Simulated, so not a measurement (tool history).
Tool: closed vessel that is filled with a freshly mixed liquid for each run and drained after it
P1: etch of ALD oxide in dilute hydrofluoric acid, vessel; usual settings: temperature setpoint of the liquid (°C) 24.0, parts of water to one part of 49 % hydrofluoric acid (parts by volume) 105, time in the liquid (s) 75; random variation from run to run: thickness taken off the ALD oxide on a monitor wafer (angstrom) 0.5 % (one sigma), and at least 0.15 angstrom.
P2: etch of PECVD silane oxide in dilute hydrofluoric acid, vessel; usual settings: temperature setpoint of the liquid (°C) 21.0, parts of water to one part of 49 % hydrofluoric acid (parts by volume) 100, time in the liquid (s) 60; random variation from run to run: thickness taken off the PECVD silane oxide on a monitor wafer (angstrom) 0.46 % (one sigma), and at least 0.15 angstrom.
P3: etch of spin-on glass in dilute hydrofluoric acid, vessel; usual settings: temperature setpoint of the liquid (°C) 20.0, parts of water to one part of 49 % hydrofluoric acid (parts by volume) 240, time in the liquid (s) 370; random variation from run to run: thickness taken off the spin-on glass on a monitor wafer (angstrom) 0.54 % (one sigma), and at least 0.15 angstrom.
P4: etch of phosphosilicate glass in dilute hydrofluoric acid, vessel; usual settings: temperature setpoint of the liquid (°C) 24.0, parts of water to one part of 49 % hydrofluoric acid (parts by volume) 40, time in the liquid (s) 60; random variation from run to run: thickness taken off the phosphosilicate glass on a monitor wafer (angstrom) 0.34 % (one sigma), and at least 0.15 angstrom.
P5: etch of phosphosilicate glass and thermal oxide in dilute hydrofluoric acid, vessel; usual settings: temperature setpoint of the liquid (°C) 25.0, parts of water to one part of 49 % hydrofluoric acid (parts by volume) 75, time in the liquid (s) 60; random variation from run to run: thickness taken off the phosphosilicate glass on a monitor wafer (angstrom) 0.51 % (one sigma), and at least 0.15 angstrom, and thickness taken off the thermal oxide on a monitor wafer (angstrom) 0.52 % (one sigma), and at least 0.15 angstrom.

run   hour  process that ran  temperature setpoint of the liquid (°C)  parts of water to one part of 49 % hydrofluoric acid (parts by volume)  time in the liquid (s)  thickness taken off the ALD oxide on a monitor wafer (angstrom)  thickness taken off the phosphosilicate glass on a monitor wafer (angstrom)  thickness taken off the PECVD silane oxide on a monitor wafer (angstrom)  thickness taken off the spin-on glass on a monitor wafer (angstrom)  thickness taken off the thermal oxide on a monitor wafer (angstrom)
  1    7.5                P1                                     24.0                                                                     105                      75                                                          240.020
  2   13.3                P1                                     24.0                                                                      40                      75                                                          684.930
  3   20.2                P4                                     24.0                                                                      70                      60                                                                                                                                        561.48
  4   25.8                P2                                     17.0                                                                     100                      60                                                                                                                                                                                                                 146.930
  5   31.5                P4                                     24.0                                                                      40                      60                                                                                                                                       1019.70
  6   38.4                P1                                     24.0                                                                     160                      75                                                          146.760
  7   45.5                P1                                     24.0                                                                     105                      35                                                          111.350
  8   50.1                P1                                     29.0                                                                     105                      35                                                          134.610
  9   56.2                P2                                     21.0                                                                     100                      30                                                                                                                                                                                                                  86.271
      58.6  -- thermometer replaced
 10   59.9                P3                                     20.0                                                                     240                     120                                                                                                                                                                                                                                                                                       118.07
 11   65.4                P5                                     25.0                                                                      75                      30                                                                                                                                        637.28                                                                                                                                                                                                              19.963
 12   71.7                P5                                     25.0                                                                      40                      60                                                                                                                                       2508.20                                                                                                                                                                                                              79.104
 13   78.6                P3                                     20.0                                                                     395                     370                                                                                                                                                                                                                                                                                       193.10
 14   86.3                P3                                     27.0                                                                     240                     370                                                                                                                                                                                                                                                                                       470.02
 15   93.7                P1                                     17.0                                                                     105                      75                                                          179.450
 16  101.3                P4                                     24.0                                                                      40                      60                                                                                                                                       1017.60
 17  109.0                P5                                     25.0                                                                      75                      60                                                                                                                                       1271.60                                                                                                                                                                                                              39.804
 18  113.9                P1                                     31.5                                                                     105                      75                                                          319.610
 19  120.5                P1                                     24.0                                                                     105                     115                                                          367.060
 20  126.4                P3                                     20.0                                                                     240                     370                                                                                                                                                                                                                                                                                       366.11
 21  133.6                P4                                     32.0                                                                      40                      60                                                                                                                                       1409.50
 22  140.4                P2                                     21.0                                                                     170                      60                                                                                                                                                                                                                  94.752
 23  144.1                P1                                     24.0                                                                     105                      75                                                          238.660
 24  147.9                P1                                     24.0                                                                     105                      75                                                          238.760
 25  153.8                P1                                     17.0                                                                     180                      75                                                           97.412
 26  157.9                P2                                     21.0                                                                     100                      60                                                                                                                                                                                                                 173.230
 27  163.9                P1                                     24.0                                                                     105                      75                                                          237.980
 28  169.4                P5                                     19.5                                                                      75                      60                                                                                                                                       1015.80                                                                                                                                                                                                              31.875
 29  174.5                P4                                     24.0                                                                      40                     100                                                                                                                                       1702.00
 30  181.7                P1                                     24.0                                                                     105                      75                                                          238.740
 31  188.0                P1                                     24.0                                                                     105                      75                                                          237.990
 32  195.1                P1                                     24.0                                                                     105                      75                                                          247.570
 33  200.7                P1                                     24.0                                                                     105                      75                                                          250.360
 34  205.4                P1                                     24.0                                                                     105                      75                                                          251.380
 35  212.6                P1                                     24.0                                                                     105                      75                                                          255.040
 36  218.8                P1                                     24.0                                                                     105                      75                                                          257.870
 37  224.0                P1                                     24.0                                                                     105                      75                                                          258.970
 38  231.1                P1                                     24.0                                                                     105                      75                                                          260.630
 39  237.4                P1                                     24.0                                                                     105                      75                                                          259.390
 40  242.3                P1                                     24.0                                                                     105                      75                                                          260.250
 41  248.9                P1                                     24.0                                                                     105                      75                                                          260.330

Forecast run 42:
 42  253.0                P1                                     24.0                                                                     105                      75                                                                ?

Run 42 gave thickness taken off the ALD oxide on a monitor wafer (angstrom) 260.970.

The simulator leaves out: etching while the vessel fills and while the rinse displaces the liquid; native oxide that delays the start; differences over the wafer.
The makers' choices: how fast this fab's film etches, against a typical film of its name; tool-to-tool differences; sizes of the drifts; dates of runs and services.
